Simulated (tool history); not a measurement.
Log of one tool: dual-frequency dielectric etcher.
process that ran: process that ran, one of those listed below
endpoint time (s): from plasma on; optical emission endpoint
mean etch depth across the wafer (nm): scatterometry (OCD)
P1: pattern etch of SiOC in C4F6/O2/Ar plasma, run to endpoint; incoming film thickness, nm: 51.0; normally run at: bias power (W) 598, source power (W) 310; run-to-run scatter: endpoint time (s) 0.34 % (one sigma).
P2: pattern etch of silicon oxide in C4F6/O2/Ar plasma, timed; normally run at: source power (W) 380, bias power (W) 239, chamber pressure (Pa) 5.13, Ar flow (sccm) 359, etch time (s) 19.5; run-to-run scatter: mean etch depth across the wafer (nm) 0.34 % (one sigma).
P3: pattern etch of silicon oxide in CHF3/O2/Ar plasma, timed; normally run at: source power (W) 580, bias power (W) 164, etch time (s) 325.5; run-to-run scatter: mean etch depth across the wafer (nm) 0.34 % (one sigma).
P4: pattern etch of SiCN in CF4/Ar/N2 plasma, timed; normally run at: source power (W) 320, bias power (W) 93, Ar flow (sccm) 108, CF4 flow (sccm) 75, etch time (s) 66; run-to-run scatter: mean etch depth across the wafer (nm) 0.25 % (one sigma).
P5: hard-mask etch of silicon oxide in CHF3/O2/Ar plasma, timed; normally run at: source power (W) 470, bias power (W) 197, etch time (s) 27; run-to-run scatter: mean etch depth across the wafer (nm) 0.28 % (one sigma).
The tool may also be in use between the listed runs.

| run | hour | process that ran | bias power (W) | source power (W) | chamber pressure (Pa) | Ar flow (sccm) | etch time (s) | CF4 flow (sccm) | endpoint time (s) | mean etch depth across the wafer (nm) |
|---|---|---|---|---|---|---|---|---|---|---|
| 1 | 10.2 | P1 | 598 | 310 |  |  |  |  | 16.909 |  |
| 2 | 18 | P2 | 239 | 530 | 5.13 | 359 | 19.5 |  |  | 71.259 |
| 3 | 24.4 | P1 | 598 | 310 |  |  |  |  | 16.956 |  |
| 4 | 33 | P3 | 164 | 580 |  |  | 325.5 |  |  | 620.72 |
| 5 | 42.5 | P1 | 598 | 410 |  |  |  |  | 15.267 |  |
| 6 | 49.1 | P1 | 374 | 190 |  |  |  |  | 24.324 |  |
| 7 | 56.5 | P4 | 93 | 320 |  | 108 | 66 | 100 |  | 47.126 |
| 8 | 65.8 | P2 | 331 | 380 | 5.13 | 359 | 19.5 |  |  | 69.918 |
| 9 | 76.4 | P5 | 146 | 470 |  |  | 27 |  |  | 45.739 |
| 10 | 83.4 | P2 | 239 | 380 | 5.13 | 359 | 19.5 |  |  | 62.333 |
| 11 | 93.3 | P5 | 197 | 300 |  |  | 27 |  |  | 42.727 |
| 12 | 98.5 | P4 | 93 | 440 |  | 108 | 66 | 75 |  | 60.315 |
| 13 | 106.2 | P1 | 598 | 180 |  |  |  |  | 20.514 |  |
| 14 | 111.3 | P4 | 127 | 320 |  | 108 | 66 | 75 |  | 51.296 |
| 15 | 119.9 | P5 | 197 | 470 |  |  | 37 |  |  | 69.454 |
| 16 | 130.2 | P3 | 164 | 380 |  |  | 325.5 |  |  | 528.33 |
| 17 | 140.1 | P2 | 239 | 380 | 6.6 | 359 | 19.5 |  |  | 60.939 |
| 18 | 149.2 | P4 | 93 | 320 |  | 108 | 66 | 75 |  | 45.674 |
| 19 | 159.7 | P2 | 239 | 380 | 5.13 | 359 | 19.5 |  |  | 62.852 |
| 20 | 168.3 | P5 | 197 | 470 |  |  | 27 |  |  | 50.593 |
| 21 | 177.4 | P4 | 93 | 320 |  | 140 | 66 | 75 |  | 43.823 |
| 22 | 185 | P4 | 93 | 320 |  | 108 | 66 | 75 |  | 45.379 |
| 23 | 194 | P4 | 93 | 320 |  | 108 | 82.5 | 75 |  | 56.949 |
| 24 | 202 | P3 | 101 | 580 |  |  | 325.5 |  |  | 532.34 |
|  | 204.6 | bias power generator calibrated |
| 25 | 211.2 | P3 | 164 | 580 |  |  | 325.5 |  |  | 621.6 |
| 26 | 219.6 | P1 | 598 | 310 |  |  |  |  | 16.844 |  |
| 27 | 225.5 | P5 | 197 | 470 |  |  | 27 |  |  | 50.51 |
| 28 | 236.7 | P1 | 767 | 310 |  |  |  |  | 15.318 |  |
| 29 | 245.4 | P3 | 164 | 580 |  |  | 239 |  |  | 455.5 |
| 30 | 251.3 | P1 | 598 | 310 |  |  |  |  | 17.003 |  |
| 31 | 261.8 | P2 | 239 | 380 | 5.13 | 359 | 26.5 |  |  | 85.645 |
| 32 | 268.1 | P2 | 239 | 380 | 5.13 | 448 | 19.5 |  |  | 61.326 |
| 33 | 275 | P1 | 402 | 310 |  |  |  |  | 19.553 |  |
| 34 | 286.4 | P1 | 598 | 310 |  |  |  |  | 16.947 |  |
| 35 | 291.5 | P1 | 598 | 310 |  |  |  |  | 16.822 |  |
| 36 | 301.7 | P1 | 598 | 310 |  |  |  |  | 16.632 |  |
| 37 | 308.4 | P1 | 598 | 310 |  |  |  |  | 16.635 |  |
| 38 | 318.4 | P1 | 598 | 310 |  |  |  |  | 16.622 |  |
|  | 323.2 | wet clean of the chamber |
| 39 | 327.7 | P1 | 598 | 310 |  |  |  |  | 16.722 |  |
| 40 | 336.8 | P1 | 598 | 310 |  |  |  |  | 16.536 |  |

What P1 gives has crept away from where it was. These 2 causes fit the log equally well, each at the size given:
A: bias power that arrives over what is set, % = 4.53
B: source power that arrives over what is set, % = 4.83
The creep began at about hour 286.4.
Why every other cause is out:
chamber walls in a state that raises the etch rate, %: serviced at hour 323.2, which brought nothing back

4 check runs are offered, one wafer each, their results left as question marks. Which one tells the causes apart?
| check 1 | 345.9 | P3 | 164 | 410 |  |  | 325.5 |  |  | ? |
| check 2 | 345.9 | P5 | 160 | 470 |  |  | 32.5 |  |  | ? |
| check 3 | 345.9 | P4 | 93 | 390 |  | 133 | 66 | 75 |  | ? |
| check 4 | 345.9 | P2 | 239 | 490 | 5.13 | 359 | 19.5 |  |  | ? |

What each check would give under each cause:
| check | result | if A | if B |
|---|---|---|---|
| check 1 | mean etch depth across the wafer (nm) | 550.98 | 552.6 |
| check 2 | mean etch depth across the wafer (nm) | 57.641 | 57.827 |
| check 3 | mean etch depth across the wafer (nm) | 53.373 | 54.675 |
| check 4 | mean etch depth across the wafer (nm) | 69.996 | 70.239 |
How far apart the two closest causes lie, in the result that separates them most: check 1 0.29 %; check 2 0.32 %; check 3 2.41 %; check 4 0.35 %
Only check 3 tells the causes apart: in the others they would give nearly the same result.

Then check 3 was run and gave: mean etch depth across the wafer (nm) 54.475. Which cause is it?

It is B: source power that arrives over what is set, %.

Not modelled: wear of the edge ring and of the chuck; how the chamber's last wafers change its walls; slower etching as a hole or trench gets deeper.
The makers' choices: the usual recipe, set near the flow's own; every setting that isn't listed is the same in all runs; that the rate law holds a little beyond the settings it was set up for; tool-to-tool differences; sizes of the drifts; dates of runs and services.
